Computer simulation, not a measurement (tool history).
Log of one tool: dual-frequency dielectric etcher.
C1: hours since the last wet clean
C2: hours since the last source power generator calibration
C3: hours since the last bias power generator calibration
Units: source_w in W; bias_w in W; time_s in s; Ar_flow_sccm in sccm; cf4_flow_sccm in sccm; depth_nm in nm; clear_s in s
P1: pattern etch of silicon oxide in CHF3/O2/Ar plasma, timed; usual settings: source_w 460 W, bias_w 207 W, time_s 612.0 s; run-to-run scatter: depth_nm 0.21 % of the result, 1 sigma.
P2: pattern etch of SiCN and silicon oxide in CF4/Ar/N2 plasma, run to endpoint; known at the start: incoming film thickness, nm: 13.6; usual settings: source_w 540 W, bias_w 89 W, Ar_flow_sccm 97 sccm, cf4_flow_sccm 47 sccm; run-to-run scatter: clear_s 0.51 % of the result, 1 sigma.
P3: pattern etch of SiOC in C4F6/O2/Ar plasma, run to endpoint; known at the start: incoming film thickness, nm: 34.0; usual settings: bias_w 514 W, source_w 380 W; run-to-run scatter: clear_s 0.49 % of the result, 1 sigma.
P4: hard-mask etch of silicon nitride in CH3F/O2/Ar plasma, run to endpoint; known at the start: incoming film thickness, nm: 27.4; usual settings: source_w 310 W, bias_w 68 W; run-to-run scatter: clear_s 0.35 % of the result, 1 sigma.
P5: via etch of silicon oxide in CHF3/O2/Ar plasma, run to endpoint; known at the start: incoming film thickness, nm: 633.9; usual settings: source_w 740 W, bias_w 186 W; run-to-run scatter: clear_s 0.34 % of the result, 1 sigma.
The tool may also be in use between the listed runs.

Run 1, hour 13.0: process P1, source_w 460 W, bias_w 207 W, time_s 612.0 s; C1 303.1; C2 1147.0; C3 2282.6. Result: depth_nm 1129.60 nm.
Run 2, hour 22.3: process P3, source_w 380 W, bias_w 373 W; C1 312.4; C2 1156.3; C3 2291.9. Result: clear_s 12.8690 s.
Run 3, hour 34.1: process P1, source_w 460 W, bias_w 207 W, time_s 847.0 s; C1 324.2; C2 1168.1; C3 2303.7. Result: depth_nm 1557.60 nm.
Run 4, hour 43.3: process P2, source_w 540 W, bias_w 89 W, Ar_flow_sccm 97 sccm, cf4_flow_sccm 66 sccm; C1 333.4; C2 1177.3; C3 2312.9. Result: clear_s 12.7120 s.
Run 5, hour 52.6: process P2, source_w 540 W, bias_w 89 W, Ar_flow_sccm 97 sccm, cf4_flow_sccm 47 sccm; C1 342.7; C2 1186.6; C3 2322.2. Result: clear_s 13.4100 s.
Run 6, hour 59.6: process P2, source_w 540 W, bias_w 89 W, Ar_flow_sccm 65 sccm, cf4_flow_sccm 47 sccm; C1 349.7; C2 1193.6; C3 2329.2. Result: clear_s 12.6110 s.
Run 7, hour 67.9: process P2, source_w 540 W, bias_w 63 W, Ar_flow_sccm 97 sccm, cf4_flow_sccm 47 sccm; C1 358.0; C2 1201.9; C3 2337.5. Result: clear_s 15.1210 s.
Run 8, hour 80.7: process P1, source_w 650 W, bias_w 207 W, time_s 612.0 s; C1 370.8; C2 1214.7; C3 2350.3. Result: depth_nm 1286.50 nm.
Run 9, hour 92.2: process P3, source_w 380 W, bias_w 514 W; C1 382.3; C2 1226.2; C3 2361.8. Result: clear_s 11.3790 s.
Run 10, hour 102.2: process P5, source_w 740 W, bias_w 186 W; C1 392.3; C2 1236.2; C3 2371.8. Result: clear_s 293.7200 s.
Run 11, hour 110.8: process P1, source_w 620 W, bias_w 251 W, time_s 612.0 s; C1 400.9; C2 1244.8; C3 2380.4. Result: depth_nm 1354.40 nm.
Run 12, hour 123.6: process P3, source_w 530 W, bias_w 514 W; C1 413.7; C2 1257.6; C3 2393.2. Result: clear_s 10.0260 s.
Run 13, hour 131.3: process P1, source_w 460 W, bias_w 282 W, time_s 612.0 s; C1 421.4; C2 1265.3; C3 2400.9. Result: depth_nm 1259.10 nm.
Run 14, hour 141.0: process P2, source_w 540 W, bias_w 89 W, Ar_flow_sccm 97 sccm, cf4_flow_sccm 47 sccm; C1 431.1; C2 1275.0; C3 2410.6. Result: clear_s 13.3230 s.
Run 15, hour 148.5: process P4, source_w 310 W, bias_w 68 W; C1 438.6; C2 1282.5; C3 2418.1. Result: clear_s 43.8010 s.
Run 16, hour 160.9: process P5, source_w 440 W, bias_w 186 W; C1 451.0; C2 1294.9; C3 2430.5. Result: clear_s 358.1400 s.
Run 17, hour 168.2: process P4, source_w 310 W, bias_w 95 W; C1 458.3; C2 1302.2; C3 2437.8. Result: clear_s 39.0090 s.
Run 18, hour 174.7: process P1, source_w 460 W, bias_w 207 W, time_s 336.5 s; C1 464.8; C2 1308.7; C3 2444.3. Result: depth_nm 620.18 nm.
Run 19, hour 187.4: process P1, source_w 460 W, bias_w 207 W, time_s 612.0 s; C1 477.5; C2 1321.4; C3 2457.0. Result: depth_nm 1131.20 nm.
Run 20, hour 197.9: process P3, source_w 380 W, bias_w 514 W; C1 488.0; C2 1331.9; C3 2467.5. Result: clear_s 11.4260 s.
Run 21, hour 203.8: process P4, source_w 440 W, bias_w 68 W; C1 493.9; C2 1337.8; C3 2473.4. Result: clear_s 38.5320 s.
Run 22, hour 211.9: process P1, source_w 460 W, bias_w 144 W, time_s 612.0 s; C1 502.0; C2 1345.9; C3 2481.5. Result: depth_nm 997.32 nm.
Run 23, hour 220.3: process P4, source_w 310 W, bias_w 68 W; C1 510.4; C2 1354.3; C3 2489.9. Result: clear_s 43.9220 s.
Run 24, hour 233.2: process P1, source_w 300 W, bias_w 207 W, time_s 612.0 s; C1 523.3; C2 1367.2; C3 2502.8. Result: depth_nm 960.34 nm.
Run 25, hour 239.5: process P2, source_w 760 W, bias_w 89 W, Ar_flow_sccm 97 sccm, cf4_flow_sccm 47 sccm; C1 529.6; C2 1373.5; C3 2509.1. Result: clear_s 9.9758 s.
Run 26, hour 246.3: process P1, source_w 460 W, bias_w 207 W, time_s 612.0 s; C1 536.4; C2 1380.3; C3 2515.9. Result: depth_nm 1125.80 nm.
Run 27, hour 254.5: process P5, source_w 740 W, bias_w 113 W; C1 544.6; C2 1388.5; C3 2524.1. Result: clear_s 341.2300 s.
Run 28, hour 263.9: process P1, source_w 460 W, bias_w 207 W, time_s 612.0 s; C1 554.0; C2 1397.9; C3 2533.5. Result: depth_nm 1126.10 nm.
Run 29, hour 275.0: process P1, source_w 460 W, bias_w 207 W, time_s 612.0 s; C1 565.1; C2 1409.0; C3 2544.6. Result: depth_nm 1129.60 nm.
Run 30, hour 285.1: process P1, source_w 460 W, bias_w 207 W, time_s 612.0 s; C1 575.2; C2 1419.1; C3 2554.7. Result: depth_nm 1132.50 nm.
Run 31, hour 294.1: process P1, source_w 460 W, bias_w 207 W, time_s 612.0 s; C1 584.2; C2 1428.1; C3 2563.7. Result: depth_nm 1137.30 nm.
Run 32, hour 302.5: process P1, source_w 460 W, bias_w 207 W, time_s 612.0 s; C1 592.6; C2 1436.5; C3 2572.1. Result: depth_nm 1139.90 nm.
Run 33, hour 315.3: process P1, source_w 460 W, bias_w 207 W, time_s 612.0 s; C1 605.4; C2 1449.3; C3 2584.9. Result: depth_nm 1143.40 nm.
Run 34, hour 324.7: process P1, source_w 460 W, bias_w 207 W, time_s 612.0 s; C1 614.8; C2 1458.7; C3 2594.3. Result: depth_nm 1143.20 nm.
Run 35, hour 334.8: process P1, source_w 460 W, bias_w 207 W, time_s 612.0 s; C1 624.9; C2 1468.8; C3 2604.4. Result: depth_nm 1142.00 nm.
At hour 339.4: wet clean of the chamber.
Run 36, hour 347.3: process P1, source_w 460 W, bias_w 207 W, time_s 612.0 s; C1 7.9; C2 1481.3; C3 2616.9. Result: depth_nm 1142.30 nm.
Run 37, hour 357.1: process P1, source_w 460 W, bias_w 207 W, time_s 612.0 s; C1 17.7; C2 1491.1; C3 2626.7. Result: depth_nm 1143.30 nm.
Run 38, hour 368.7: process P1, source_w 460 W, bias_w 207 W, time_s 612.0 s; C1 29.3; C2 1502.7; C3 2638.3. Result: depth_nm 1144.10 nm.

What P1 gives has crept away from where it was. These 2 causes fit the log equally well, each at the size given:
A: source power that arrives over what is set, % = 4.02
B: bias power that arrives over what is set, % = 4.31
The creep began at about hour 275.0.
Why every other cause is out:
chamber walls in a state that raises the etch rate, %: serviced at hour 339.4, which brought nothing back

4 check runs are offered, each on 5 wafers whose results are averaged, their results left as question marks. Which one tells the causes apart?
Run check 1, hour 380.3: process P4, source_w 420 W, bias_w 94 W. Result: clear_s ?.
Run check 2, hour 380.3: process P2, source_w 700 W, bias_w 89 W, Ar_flow_sccm 97 sccm, cf4_flow_sccm 64 sccm. Result: clear_s ?.
Run check 3, hour 380.3: process P5, source_w 450 W, bias_w 125 W. Result: clear_s ?.
Run check 4, hour 380.3: process P3, source_w 480 W, bias_w 374 W. Result: clear_s ?.

What each check would give under each cause:
  check   result      if A      if B
check 1  clear_s   34.4970   34.4770
check 2  clear_s    9.7994    9.9983
check 3  clear_s  398.5000  399.2300
check 4  clear_s   11.6030   11.6010
How far apart the two closest causes lie, in the result that separates them most: check 1 0.06 %; check 2 2.01 %; check 3 0.19 %; check 4 0.02 %
Only check 2 tells the causes apart: in the others they would give nearly the same result.

Then check 2 was run and gave: clear_s 9.9951 s. Which cause is it?

It is B: bias power that arrives over what is set, %.
